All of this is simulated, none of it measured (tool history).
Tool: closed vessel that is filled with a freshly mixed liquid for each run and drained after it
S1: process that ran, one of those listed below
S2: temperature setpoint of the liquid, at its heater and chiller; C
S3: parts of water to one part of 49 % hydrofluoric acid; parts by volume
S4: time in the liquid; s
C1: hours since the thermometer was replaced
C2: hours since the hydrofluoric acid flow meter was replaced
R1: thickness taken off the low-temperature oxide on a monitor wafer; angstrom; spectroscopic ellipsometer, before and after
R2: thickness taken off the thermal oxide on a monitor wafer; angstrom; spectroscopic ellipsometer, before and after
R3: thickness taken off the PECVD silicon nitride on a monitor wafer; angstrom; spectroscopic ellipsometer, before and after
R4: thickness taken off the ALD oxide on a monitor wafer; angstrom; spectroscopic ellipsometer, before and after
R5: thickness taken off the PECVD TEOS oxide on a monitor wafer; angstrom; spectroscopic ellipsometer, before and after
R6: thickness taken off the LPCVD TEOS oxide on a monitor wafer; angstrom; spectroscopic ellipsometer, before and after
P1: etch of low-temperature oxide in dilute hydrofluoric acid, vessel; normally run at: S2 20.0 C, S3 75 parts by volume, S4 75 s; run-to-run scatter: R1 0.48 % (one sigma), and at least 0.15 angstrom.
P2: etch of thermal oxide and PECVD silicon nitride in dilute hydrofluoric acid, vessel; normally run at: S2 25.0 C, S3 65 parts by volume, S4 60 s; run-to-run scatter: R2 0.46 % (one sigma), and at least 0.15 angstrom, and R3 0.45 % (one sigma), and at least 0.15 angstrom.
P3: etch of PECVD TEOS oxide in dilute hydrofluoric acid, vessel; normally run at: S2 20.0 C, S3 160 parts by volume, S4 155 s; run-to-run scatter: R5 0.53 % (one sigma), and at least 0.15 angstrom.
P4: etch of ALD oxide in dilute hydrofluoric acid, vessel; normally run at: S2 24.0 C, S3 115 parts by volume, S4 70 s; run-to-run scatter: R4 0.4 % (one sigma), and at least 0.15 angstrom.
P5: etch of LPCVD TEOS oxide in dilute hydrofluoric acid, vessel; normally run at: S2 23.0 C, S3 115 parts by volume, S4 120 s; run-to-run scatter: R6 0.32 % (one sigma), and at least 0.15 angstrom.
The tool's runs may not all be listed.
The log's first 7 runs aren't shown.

run	day	S1	S2	S3	S4	C1	C2	R1	R2	R3	R4	R5	R6
8	4.438	P1	28.5	75	75	708.7	887.0	130.020					
9	5.058	P5	23.0	115	120	723.6	901.9						544.30
10	5.579	P5	23.0	20	120	736.1	914.4						3510.30
11	5.888	P2	31.5	65	60	743.5	921.8		61.782	85.321			
12	6.542	P1	20.0	75	75	759.2	937.5	91.553					
13	7.121	P4	24.0	115	35	773.1	951.4				73.632		
14	7.596	P2	25.0	65	30	784.5	962.8		23.918	28.293			
15	8.175	P5	18.0	115	120	798.4	976.7						441.48
16	8.688	P2	25.0	65	60	810.7	989.0		47.984	56.089			
17	9.250	P4	28.0	115	70	824.2	1002.5				171.360		
18	9.621	P5	23.0	115	230	833.1	1011.4						1039.70
19	9.975	P1	20.0	75	145	841.6	1019.9	175.660					
20	10.488	P1	17.0	110	75	853.9	1032.2	52.797					
21	11.146	P1	17.0	75	75	869.7	1048.0	80.684					
22	11.700	P1	20.0	75	75	883.0	1061.3	91.717					
23	12.154	P3	20.0	160	285	893.9	1072.2					154.570	
24	12.567	P1	20.0	75	75	903.8	1082.1	90.657					

Forecast run 25:
25	13.071	P2	25.0	30	60	915.9	1094.2		?	?			

Run 25 gave R2 108.310 angstrom, R3 119.690 angstrom.
